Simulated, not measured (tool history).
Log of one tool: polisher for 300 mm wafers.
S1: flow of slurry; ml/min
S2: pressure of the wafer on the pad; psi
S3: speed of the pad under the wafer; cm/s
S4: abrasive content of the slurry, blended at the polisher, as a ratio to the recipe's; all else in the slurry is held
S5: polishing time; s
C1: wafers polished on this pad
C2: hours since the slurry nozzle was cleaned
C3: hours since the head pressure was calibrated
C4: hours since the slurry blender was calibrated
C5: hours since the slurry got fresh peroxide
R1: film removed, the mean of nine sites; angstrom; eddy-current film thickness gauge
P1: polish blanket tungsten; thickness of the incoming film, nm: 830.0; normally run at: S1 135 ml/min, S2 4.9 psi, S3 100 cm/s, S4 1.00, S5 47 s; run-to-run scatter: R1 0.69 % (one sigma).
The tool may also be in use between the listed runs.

{"run": 1, "hour": 7.6, "S1": 135, "S2": 4.9, "S3": 100, "S4": 1.0, "S5": 47, "C1": 434, "C2": 58.0, "C3": 109.6, "C4": 132.0, "C5": 79.6, "R1": 3117.1}
{"run": 2, "hour": 11.5, "S1": 135, "S2": 4.9, "S3": 100, "S4": 1.0, "S5": 24, "C1": 471, "C2": 61.9, "C3": 113.5, "C4": 135.9, "C5": 83.5, "R1": 1589.5}
{"run": 3, "hour": 18.2, "S1": 180, "S2": 4.9, "S3": 100, "S4": 1.0, "S5": 47, "C1": 533, "C2": 68.6, "C3": 120.2, "C4": 142.6, "C5": 90.2, "R1": 3325.6}
{"run": 4, "hour": 22.2, "S1": 135, "S2": 4.9, "S3": 140, "S4": 1.25, "S5": 47, "C1": 570, "C2": 72.6, "C3": 124.2, "C4": 146.6, "C5": 94.2, "R1": 4621.7}
{"run": 5, "hour": 30.0, "S1": 135, "S2": 4.9, "S3": 100, "S4": 1.0, "S5": 47, "C1": 643, "C2": 80.4, "C3": 132.0, "C4": 154.4, "C5": 102.0, "R1": 3165.2}
{"run": 6, "hour": 33.4, "S1": 135, "S2": 2.8, "S3": 100, "S4": 1.0, "S5": 30, "C1": 674, "C2": 83.8, "C3": 135.4, "C4": 157.8, "C5": 105.4, "R1": 1155.0}
{"run": 7, "hour": 38.3, "S1": 135, "S2": 4.9, "S3": 100, "S4": 0.55, "S5": 47, "C1": 720, "C2": 88.7, "C3": 140.3, "C4": 162.7, "C5": 110.3, "R1": 2727.1}
{"run": 8, "hour": 42.5, "S1": 135, "S2": 4.9, "S3": 100, "S4": 1.0, "S5": 47, "C1": 759, "C2": 92.9, "C3": 144.5, "C4": 166.9, "C5": 114.5, "R1": 3136.7}
{"run": 9, "hour": 47.2, "S1": 135, "S2": 4.9, "S3": 100, "S4": 1.5, "S5": 47, "C1": 803, "C2": 97.6, "C3": 149.2, "C4": 171.6, "C5": 119.2, "R1": 3457.2}
{"run": 10, "hour": 50.7, "S1": 135, "S2": 4.9, "S3": 100, "S4": 1.0, "S5": 47, "C1": 835, "C2": 101.1, "C3": 152.7, "C4": 175.1, "C5": 122.7, "R1": 3128.5}
{"run": 11, "hour": 57.3, "S1": 135, "S2": 4.9, "S3": 100, "S4": 1.0, "S5": 69, "C1": 897, "C2": 107.7, "C3": 159.3, "C4": 181.7, "C5": 129.3, "R1": 4545.7}
{"run": 12, "hour": 61.7, "S1": 135, "S2": 4.9, "S3": 100, "S4": 1.0, "S5": 47, "C1": 938, "C2": 112.1, "C3": 163.7, "C4": 186.1, "C5": 133.7, "R1": 3096.2}
{"run": 13, "hour": 65.9, "S1": 135, "S2": 4.9, "S3": 52, "S4": 1.0, "S5": 47, "C1": 977, "C2": 116.3, "C3": 167.9, "C4": 190.3, "C5": 137.9, "R1": 1647.7}
{"run": 14, "hour": 73.4, "S1": 135, "S2": 4.9, "S3": 148, "S4": 1.0, "S5": 47, "C1": 1046, "C2": 123.8, "C3": 175.4, "C4": 197.8, "C5": 145.4, "R1": 4628.5}
{"run": 15, "hour": 80.2, "S1": 135, "S2": 2.3, "S3": 100, "S4": 1.0, "S5": 47, "C1": 1110, "C2": 130.6, "C3": 182.2, "C4": 204.6, "C5": 152.2, "R1": 1456.2}
{"run": 16, "hour": 86.0, "S1": 135, "S2": 4.9, "S3": 100, "S4": 1.0, "S5": 47, "C1": 1164, "C2": 136.4, "C3": 188.0, "C4": 210.4, "C5": 158.0, "R1": 3174.3}
{"run": 17, "hour": 93.6, "S1": 80, "S2": 4.9, "S3": 100, "S4": 1.0, "S5": 47, "C1": 1234, "C2": 144.0, "C3": 195.6, "C4": 218.0, "C5": 165.6, "R1": 2784.5}
{"run": 18, "hour": 99.5, "S1": 135, "S2": 7.4, "S3": 100, "S4": 1.0, "S5": 47, "C1": 1289, "C2": 149.9, "C3": 201.5, "C4": 223.9, "C5": 171.5, "R1": 4767.2}
{"run": 19, "hour": 104.3, "S1": 135, "S2": 4.9, "S3": 100, "S4": 1.0, "S5": 47, "C1": 1334, "C2": 154.7, "C3": 206.3, "C4": 228.7, "C5": 176.3, "R1": 3173.9}
{"run": 20, "hour": 111.3, "S1": 135, "S2": 4.9, "S3": 100, "S4": 1.0, "S5": 47, "C1": 1399, "C2": 161.7, "C3": 213.3, "C4": 235.7, "C5": 183.3, "R1": 3128.8}
{"run": 21, "hour": 115.0, "S1": 135, "S2": 4.9, "S3": 100, "S4": 1.0, "S5": 47, "C1": 1433, "C2": 165.4, "C3": 217.0, "C4": 239.4, "C5": 187.0, "R1": 3074.1}

Run 22 comes next. What will it give?
{"run": 22, "hour": 122.6, "S1": 135, "S2": 4.9, "S3": 100, "S4": 1.0, "S5": 47, "C1": 1504, "C2": 173.0, "C3": 224.6, "C4": 247.0, "C5": 194.6, "R1": "?"}

R1: 2998.8 angstrom
